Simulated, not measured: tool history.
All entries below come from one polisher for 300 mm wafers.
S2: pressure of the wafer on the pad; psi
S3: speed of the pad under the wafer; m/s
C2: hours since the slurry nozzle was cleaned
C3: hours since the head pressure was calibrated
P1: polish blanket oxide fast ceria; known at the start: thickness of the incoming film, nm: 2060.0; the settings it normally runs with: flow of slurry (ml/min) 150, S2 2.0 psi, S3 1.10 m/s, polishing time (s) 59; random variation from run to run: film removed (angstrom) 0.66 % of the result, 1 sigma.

run 1 hour=11.3 | flow_of_slurry_(ml/min)=150 S2=2.0 S3=1.10 polishing_time_(s)=59 | wafers_polished_on_this_pad=557 C2=327.1 C3=316.6 | film_removed_(angstrom)=7115.4
run 2 hour=17.1 | flow_of_slurry_(ml/min)=150 S2=1.2 S3=1.10 polishing_time_(s)=73 | wafers_polished_on_this_pad=631 C2=332.9 C3=322.4 | film_removed_(angstrom)=5224.0
run 3 hour=23.4 | flow_of_slurry_(ml/min)=150 S2=2.0 S3=1.10 polishing_time_(s)=59 | wafers_polished_on_this_pad=711 C2=339.2 C3=328.7 | film_removed_(angstrom)=7008.4
run 4 hour=34.8 | flow_of_slurry_(ml/min)=90 S2=2.0 S3=1.10 polishing_time_(s)=75 | wafers_polished_on_this_pad=856 C2=350.6 C3=340.1 | film_removed_(angstrom)=7973.7
run 5 hour=43.5 | flow_of_slurry_(ml/min)=150 S2=2.0 S3=1.10 polishing_time_(s)=34 | wafers_polished_on_this_pad=967 C2=359.3 C3=348.8 | film_removed_(angstrom)=4091.1
run 6 hour=53.7 | flow_of_slurry_(ml/min)=150 S2=2.0 S3=1.10 polishing_time_(s)=59 | wafers_polished_on_this_pad=1096 C2=369.5 C3=359.0 | film_removed_(angstrom)=7096.3
run 7 hour=60.8 | flow_of_slurry_(ml/min)=150 S2=2.0 S3=1.58 polishing_time_(s)=59 | wafers_polished_on_this_pad=1187 C2=376.6 C3=366.1 | film_removed_(angstrom)=10238.0
-- hour=67.4 slurry nozzle cleaned
run 8 hour=71.3 | flow_of_slurry_(ml/min)=150 S2=2.0 S3=0.50 polishing_time_(s)=59 | wafers_polished_on_this_pad=1320 C2=3.9 C3=376.6 | film_removed_(angstrom)=3227.5
run 9 hour=81.2 | flow_of_slurry_(ml/min)=90 S2=2.0 S3=1.10 polishing_time_(s)=59 | wafers_polished_on_this_pad=1446 C2=13.8 C3=386.5 | film_removed_(angstrom)=6326.6
run 10 hour=92.4 | flow_of_slurry_(ml/min)=150 S2=0.9 S3=1.10 polishing_time_(s)=59 | wafers_polished_on_this_pad=1589 C2=25.0 C3=397.7 | film_removed_(angstrom)=3215.9
run 11 hour=102.3 | flow_of_slurry_(ml/min)=190 S2=2.0 S3=1.10 polishing_time_(s)=59 | wafers_polished_on_this_pad=1715 C2=34.9 C3=407.6 | film_removed_(angstrom)=7386.2
run 12 hour=107.4 | flow_of_slurry_(ml/min)=150 S2=2.0 S3=1.10 polishing_time_(s)=59 | wafers_polished_on_this_pad=1779 C2=40.0 C3=412.7 | film_removed_(angstrom)=7040.0
-- hour=116.5 head pressure recalibrated
run 13 hour=118.2 | flow_of_slurry_(ml/min)=150 S2=2.6 S3=1.10 polishing_time_(s)=59 | wafers_polished_on_this_pad=1917 C2=50.8 C3=1.8 | film_removed_(angstrom)=9192.4
run 14 hour=123.3 | flow_of_slurry_(ml/min)=150 S2=2.0 S3=1.10 polishing_time_(s)=76 | wafers_polished_on_this_pad=1982 C2=55.9 C3=6.9 | film_removed_(angstrom)=9007.0
run 15 hour=129.8 | flow_of_slurry_(ml/min)=150 S2=2.0 S3=1.10 polishing_time_(s)=59 | wafers_polished_on_this_pad=2064 C2=62.4 C3=13.4 | film_removed_(angstrom)=7142.6
run 16 hour=140.7 | flow_of_slurry_(ml/min)=150 S2=2.0 S3=1.10 polishing_time_(s)=59 | wafers_polished_on_this_pad=2203 C2=73.3 C3=24.3 | film_removed_(angstrom)=7060.6
run 17 hour=147.1 | flow_of_slurry_(ml/min)=150 S2=2.0 S3=1.10 polishing_time_(s)=59 | wafers_polished_on_this_pad=2284 C2=79.7 C3=30.7 | film_removed_(angstrom)=6808.5
run 18 hour=154.4 | flow_of_slurry_(ml/min)=150 S2=2.0 S3=1.10 polishing_time_(s)=59 | wafers_polished_on_this_pad=2377 C2=87.0 C3=38.0 | film_removed_(angstrom)=6636.6
-- hour=156.3 head pressure recalibrated
run 19 hour=160.9 | flow_of_slurry_(ml/min)=150 S2=2.0 S3=1.10 polishing_time_(s)=59 | wafers_polished_on_this_pad=2460 C2=93.5 C3=4.6 | film_removed_(angstrom)=6579.7
run 20 hour=169.0 | flow_of_slurry_(ml/min)=150 S2=2.0 S3=1.10 polishing_time_(s)=59 | wafers_polished_on_this_pad=2563 C2=101.6 C3=12.7 | film_removed_(angstrom)=6508.7

Expected results for the next run?
run 21 hour=176.6 | flow_of_slurry_(ml/min)=150 S2=2.0 S3=1.10 polishing_time_(s)=59 | wafers_polished_on_this_pad=2660 C2=109.2 C3=20.3 | film_removed_(angstrom)=?

Run 21 measured film removed (angstrom) 6490.0.
